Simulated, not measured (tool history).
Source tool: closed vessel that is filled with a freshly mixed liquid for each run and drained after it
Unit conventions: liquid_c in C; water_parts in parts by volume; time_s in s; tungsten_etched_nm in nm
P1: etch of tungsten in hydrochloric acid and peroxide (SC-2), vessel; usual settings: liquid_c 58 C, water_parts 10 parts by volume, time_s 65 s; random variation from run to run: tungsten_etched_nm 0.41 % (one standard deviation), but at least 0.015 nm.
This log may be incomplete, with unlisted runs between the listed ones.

run	hour	liquid_c	water_parts	time_s	tungsten_etched_nm
1	15.8	58	10	65	33.107
2	29.7	42	10	65	11.523
3	45.4	58	10	65	33.281
4	63.2	58	10	65	33.251
5	77.5	58	4	110	111.840
# hour 81.3: new drum of peroxide connected
6	93.2	58	4	65	66.297
# hour 100.0: thermometer replaced
7	104.5	58	10	65	33.304
8	117.7	58	10	30	15.336
9	136.6	58	10	100	51.376
10	148.3	70	10	65	68.804
11	164.8	58	10	65	33.027
12	177.4	58	18	65	19.948
13	188.8	58	10	65	33.284
14	202.6	58	10	65	34.065
15	211.2	58	10	65	34.916
16	222.6	58	10	65	35.405
17	234.4	58	10	65	35.544
18	248.3	58	10	65	35.703
19	257.7	58	10	65	35.930
20	267.1	58	10	65	35.808

Forecast run 21:
21	278.1	58	10	65	?

{"run 21": {"tungsten_etched_nm": 36.277}}
